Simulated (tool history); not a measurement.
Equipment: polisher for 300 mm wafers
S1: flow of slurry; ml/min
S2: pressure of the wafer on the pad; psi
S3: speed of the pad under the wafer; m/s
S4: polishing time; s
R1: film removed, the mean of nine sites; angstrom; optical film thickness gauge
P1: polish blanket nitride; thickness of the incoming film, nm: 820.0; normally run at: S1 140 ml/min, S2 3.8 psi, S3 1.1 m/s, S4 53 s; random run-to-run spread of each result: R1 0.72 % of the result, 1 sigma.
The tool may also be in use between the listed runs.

run   hour   S1   S2    S3  S4      R1
  1   10.6  140  3.8   1.1  53  970.46
  2   21.2  140  3.8   1.1  24  435.73
  3     31  140  5.8   1.1  53  1459.9
  4   40.3  140  3.8   0.5  53  512.76
  5   47.1  140  1.7   1.1  53  426.06
  6   55.2  140  3.8   1.1  53  957.58
  7   61.5   85  3.8   1.1  74  1184.7
  8   69.8   85  3.8   1.1  53  861.98
  9     79  140  3.8   1.1  76  1385.7
 10   88.3  140  3.8  1.72  53  1361.6
 11   98.5  140  3.8   1.1  53  964.11
 12  106.2   85  2.2   1.1  53  499.87
 13  114.4  140  3.8   1.1  53  967.76
 14  122.1   85  2.6   1.1  53   585.8
 15  133.2  225  3.8   1.1  53  1027.6

Run 16 has not been measured yet. What should we expect?
 16  144.8  140  3.8  1.1  53   ?

{"run 16": {"R1": 961.15}}

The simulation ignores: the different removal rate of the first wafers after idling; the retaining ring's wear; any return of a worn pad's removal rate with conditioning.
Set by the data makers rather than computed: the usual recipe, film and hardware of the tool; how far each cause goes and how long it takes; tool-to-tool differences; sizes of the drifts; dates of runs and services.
